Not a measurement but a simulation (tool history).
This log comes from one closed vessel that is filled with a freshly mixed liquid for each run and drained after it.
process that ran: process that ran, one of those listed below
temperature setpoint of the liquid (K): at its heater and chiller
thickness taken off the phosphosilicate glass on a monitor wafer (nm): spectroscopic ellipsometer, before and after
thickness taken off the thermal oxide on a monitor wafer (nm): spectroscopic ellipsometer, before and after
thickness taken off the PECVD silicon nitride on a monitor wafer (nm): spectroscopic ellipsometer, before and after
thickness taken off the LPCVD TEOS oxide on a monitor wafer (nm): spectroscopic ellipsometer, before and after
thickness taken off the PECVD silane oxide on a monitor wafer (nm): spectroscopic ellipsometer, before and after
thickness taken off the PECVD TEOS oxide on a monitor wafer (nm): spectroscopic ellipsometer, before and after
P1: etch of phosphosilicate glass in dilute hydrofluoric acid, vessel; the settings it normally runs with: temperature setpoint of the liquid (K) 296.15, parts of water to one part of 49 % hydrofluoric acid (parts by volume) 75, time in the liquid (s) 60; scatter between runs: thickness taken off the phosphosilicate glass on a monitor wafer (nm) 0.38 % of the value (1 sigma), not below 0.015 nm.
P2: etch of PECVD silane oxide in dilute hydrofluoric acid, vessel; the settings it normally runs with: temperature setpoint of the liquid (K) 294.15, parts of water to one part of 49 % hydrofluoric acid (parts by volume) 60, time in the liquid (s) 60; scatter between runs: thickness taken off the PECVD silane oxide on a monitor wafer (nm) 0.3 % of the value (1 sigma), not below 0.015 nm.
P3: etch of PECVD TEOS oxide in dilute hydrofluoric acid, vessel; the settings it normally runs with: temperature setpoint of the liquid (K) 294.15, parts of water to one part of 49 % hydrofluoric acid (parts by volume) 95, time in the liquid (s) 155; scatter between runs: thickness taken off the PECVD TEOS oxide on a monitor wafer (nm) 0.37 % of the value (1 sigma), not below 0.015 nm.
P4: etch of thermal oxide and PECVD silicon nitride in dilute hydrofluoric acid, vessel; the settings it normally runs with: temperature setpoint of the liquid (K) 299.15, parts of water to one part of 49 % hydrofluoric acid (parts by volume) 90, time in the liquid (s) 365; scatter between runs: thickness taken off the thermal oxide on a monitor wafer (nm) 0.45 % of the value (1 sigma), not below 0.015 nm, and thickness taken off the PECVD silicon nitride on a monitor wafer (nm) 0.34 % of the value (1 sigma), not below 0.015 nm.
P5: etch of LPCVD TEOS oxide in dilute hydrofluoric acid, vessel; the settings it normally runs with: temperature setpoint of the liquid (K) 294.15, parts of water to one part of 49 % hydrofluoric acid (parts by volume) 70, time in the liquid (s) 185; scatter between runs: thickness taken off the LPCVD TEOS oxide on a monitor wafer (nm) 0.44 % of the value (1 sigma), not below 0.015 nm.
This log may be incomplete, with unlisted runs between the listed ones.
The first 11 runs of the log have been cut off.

| run | hour | process that ran | temperature setpoint of the liquid (K) | parts of water to one part of 49 % hydrofluoric acid (parts by volume) | time in the liquid (s) | hours since the thermometer was replaced | hours since the hydrofluoric acid flow meter was replaced | thickness taken off the phosphosilicate glass on a monitor wafer (nm) | thickness taken off the thermal oxide on a monitor wafer (nm) | thickness taken off the PECVD silicon nitride on a monitor wafer (nm) | thickness taken off the LPCVD TEOS oxide on a monitor wafer (nm) | thickness taken off the PECVD silane oxide on a monitor wafer (nm) | thickness taken off the PECVD TEOS oxide on a monitor wafer (nm) |
|---|---|---|---|---|---|---|---|---|---|---|---|---|---|
| 12 | 131.6 | P2 | 290.15 | 60 | 60 | 457.5 | 361.5 |  |  |  |  | 11.707 |  |
| 13 | 143.7 | P1 | 296.15 | 75 | 60 | 469.6 | 373.6 | 101.24 |  |  |  |  |  |
| 14 | 158.4 | P5 | 294.15 | 40 | 185 | 484.3 | 388.3 |  |  |  | 73.393 |  |  |
| 15 | 170.2 | P3 | 294.15 | 95 | 155 | 496.1 | 400.1 |  |  |  |  |  | 12.354 |
| 16 | 181 | P2 | 294.15 | 25 | 60 | 506.9 | 410.9 |  |  |  |  | 34.708 |  |
| 17 | 188.6 | P3 | 290.15 | 95 | 155 | 514.5 | 418.5 |  |  |  |  |  | 10.473 |
| 18 | 202.6 | P2 | 294.15 | 60 | 60 | 528.5 | 432.5 |  |  |  |  | 13.949 |  |
| 19 | 214.9 | P3 | 294.15 | 20 | 155 | 540.8 | 444.8 |  |  |  |  |  | 63.919 |
| 20 | 229.4 | P1 | 296.15 | 120 | 60 | 555.3 | 459.3 | 59.751 |  |  |  |  |  |
| 21 | 245.5 | P1 | 296.15 | 75 | 60 | 571.4 | 475.4 | 101.48 |  |  |  |  |  |
| 22 | 257.7 | P1 | 296.15 | 75 | 60 | 583.6 | 487.6 | 101.12 |  |  |  |  |  |
| 23 | 265.5 | P4 | 299.15 | 90 | 30 | 591.4 | 495.4 |  | 1.7362 | 0.66141 |  |  |  |
| 24 | 273.8 | P5 | 294.15 | 70 | 35 | 599.7 | 503.7 |  |  |  | 7.6627 |  |  |
| 25 | 282.5 | P1 | 291.15 | 75 | 60 | 608.4 | 512.4 | 82.24 |  |  |  |  |  |
| 26 | 295.6 | P1 | 296.15 | 75 | 30 | 621.5 | 525.5 | 50.547 |  |  |  |  |  |
| 27 | 305.2 | P2 | 294.15 | 60 | 35 | 631.1 | 535.1 |  |  |  |  | 8.1209 |  |
| 28 | 313.8 | P1 | 296.15 | 75 | 95 | 639.7 | 543.7 | 160.71 |  |  |  |  |  |

Run 29 comes next. What will it give?
| 29 | 322.6 | P4 | 299.15 | 90 | 365 | 648.5 | 552.5 |  | ? | ? |  |  |  |

{"run 29": {"thickness taken off the thermal oxide on a monitor wafer (nm)": 21.452, "thickness taken off the PECVD silicon nitride on a monitor wafer (nm)": 7.7948}}
